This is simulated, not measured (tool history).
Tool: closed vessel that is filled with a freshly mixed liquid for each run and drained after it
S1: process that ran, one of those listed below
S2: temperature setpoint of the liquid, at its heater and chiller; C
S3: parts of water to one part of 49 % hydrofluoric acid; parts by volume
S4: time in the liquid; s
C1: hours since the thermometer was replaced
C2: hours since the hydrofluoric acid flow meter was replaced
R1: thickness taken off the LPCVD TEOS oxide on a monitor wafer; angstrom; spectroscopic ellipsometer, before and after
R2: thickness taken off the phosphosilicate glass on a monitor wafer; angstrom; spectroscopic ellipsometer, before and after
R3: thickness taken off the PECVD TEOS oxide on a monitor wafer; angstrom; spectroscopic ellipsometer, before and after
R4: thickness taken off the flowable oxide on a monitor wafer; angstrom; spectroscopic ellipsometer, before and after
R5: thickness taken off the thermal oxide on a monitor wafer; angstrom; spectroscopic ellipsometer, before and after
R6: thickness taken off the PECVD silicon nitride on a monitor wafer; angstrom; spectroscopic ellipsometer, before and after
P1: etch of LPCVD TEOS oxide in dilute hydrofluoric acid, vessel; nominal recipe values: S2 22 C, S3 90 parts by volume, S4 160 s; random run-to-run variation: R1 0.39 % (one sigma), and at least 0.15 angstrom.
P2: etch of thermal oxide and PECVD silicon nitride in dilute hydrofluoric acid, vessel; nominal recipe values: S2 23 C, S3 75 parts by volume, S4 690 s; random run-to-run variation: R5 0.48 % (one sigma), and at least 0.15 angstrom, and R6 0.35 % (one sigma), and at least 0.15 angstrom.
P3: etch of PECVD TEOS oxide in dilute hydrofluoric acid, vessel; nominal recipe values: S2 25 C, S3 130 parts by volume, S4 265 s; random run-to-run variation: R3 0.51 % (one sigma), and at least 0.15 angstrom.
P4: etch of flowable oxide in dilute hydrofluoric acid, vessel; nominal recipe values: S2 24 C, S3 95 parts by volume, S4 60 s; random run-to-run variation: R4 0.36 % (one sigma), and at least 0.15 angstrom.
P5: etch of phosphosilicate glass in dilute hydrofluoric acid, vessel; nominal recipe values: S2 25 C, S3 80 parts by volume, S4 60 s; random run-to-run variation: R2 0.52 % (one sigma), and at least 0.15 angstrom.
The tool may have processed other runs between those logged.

| run | day | S1 | S2 | S3 | S4 | C1 | C2 | R1 | R2 | R3 | R4 | R5 | R6 |
|---|---|---|---|---|---|---|---|---|---|---|---|---|---|
| 1 | 0.129 | P1 | 22 | 90 | 160 | 1997.4 | 1120.8 | 543.25 |  |  |  |  |  |
| 2 | 0.267 | P5 | 25 | 80 | 105 | 2000.7 | 1124.1 |  | 1862 |  |  |  |  |
| 3 | 0.425 | P3 | 25 | 130 | 265 | 2004.5 | 1127.9 |  |  | 529.63 |  |  |  |
| 4 | 0.667 | P4 | 24 | 35 | 60 | 2010.3 | 1133.7 |  |  |  | 470.34 |  |  |
| 5 | 0.879 | P3 | 25 | 215 | 265 | 2015.4 | 1138.8 |  |  | 290.95 |  |  |  |
| 6 | 1.062 | P1 | 22 | 40 | 95 | 2019.8 | 1143.2 | 776.49 |  |  |  |  |  |
| 7 | 1.275 | P4 | 24 | 95 | 115 | 2024.9 | 1148.3 |  |  |  | 304.8 |  |  |
| 8 | 1.479 | P1 | 22 | 90 | 160 | 2029.8 | 1153.2 | 545.56 |  |  |  |  |  |
| 9 | 1.617 | P1 | 22 | 25 | 160 | 2033.1 | 1156.5 | 2132.3 |  |  |  |  |  |
| 10 | 1.888 | P1 | 29 | 90 | 240 | 2039.6 | 1163 | 1076.9 |  |  |  |  |  |
| 11 | 2.125 | P2 | 29 | 75 | 690 | 2045.3 | 1168.7 |  |  |  |  | 561.08 | 614.12 |
| 12 | 2.4 | P4 | 27.5 | 95 | 60 | 2051.9 | 1175.3 |  |  |  | 182.72 |  |  |
| 13 | 2.667 | P1 | 22 | 90 | 300 | 2058.3 | 1181.7 | 1027 |  |  |  |  |  |
| 14 | 2.817 | P1 | 17 | 90 | 160 | 2061.9 | 1185.3 | 443.12 |  |  |  |  |  |
| 15 | 3.021 | P2 | 23 | 115 | 690 | 2066.8 | 1190.2 |  |  |  |  | 277.48 | 273.66 |
| 16 | 3.275 | P1 | 22 | 90 | 160 | 2072.9 | 1196.3 | 546.32 |  |  |  |  |  |
| 17 | 3.404 | P2 | 23 | 75 | 690 | 2076 | 1199.4 |  |  |  |  | 443.59 | 413.65 |
|  | 3.517 | thermometer replaced |
| 18 | 3.542 | P2 | 23 | 75 | 1360 | 0.6 | 1202.7 |  |  |  |  | 867.69 | 816.53 |
| 19 | 3.679 | P1 | 22 | 90 | 160 | 3.9 | 1206 | 548.42 |  |  |  |  |  |
| 20 | 3.954 | P3 | 19 | 130 | 265 | 10.5 | 1212.6 |  |  | 415.99 |  |  |  |
| 21 | 4.229 | P1 | 26.5 | 90 | 160 | 17.1 | 1219.2 | 649.52 |  |  |  |  |  |
| 22 | 4.383 | P4 | 24 | 95 | 60 | 20.8 | 1222.9 |  |  |  | 159.67 |  |  |
| 23 | 4.654 | P3 | 25 | 130 | 485 | 27.3 | 1229.4 |  |  | 973.74 |  |  |  |
| 24 | 4.875 | P1 | 22 | 135 | 160 | 32.6 | 1234.7 | 344.94 |  |  |  |  |  |
| 25 | 5.096 | P5 | 25 | 115 | 60 | 37.9 | 1240 |  | 703.56 |  |  |  |  |
| 26 | 5.229 | P1 | 22 | 90 | 30 | 41.1 | 1243.2 | 102.14 |  |  |  |  |  |
| 27 | 5.496 | P1 | 22 | 90 | 160 | 47.5 | 1249.6 | 544.98 |  |  |  |  |  |
| 28 | 5.654 | P5 | 29 | 80 | 60 | 51.3 | 1253.4 |  | 1235 |  |  |  |  |
| 29 | 5.825 | P1 | 22 | 130 | 85 | 55.4 | 1257.5 | 193.51 |  |  |  |  |  |
| 30 | 6.042 | P5 | 25 | 80 | 60 | 60.6 | 1262.7 |  | 1048.8 |  |  |  |  |
| 31 | 6.171 | P2 | 23 | 75 | 690 | 63.7 | 1265.8 |  |  |  |  | 443.13 | 416.51 |
| 32 | 6.367 | P1 | 22 | 90 | 160 | 68.4 | 1270.5 | 546.78 |  |  |  |  |  |

Estimate the outcome of run 33 from the log above:
| 33 | 6.5 | P1 | 22 | 90 | 160 | 71.6 | 1273.7 | ? |  |  |  |  |  |

R1: 527.71 angstrom
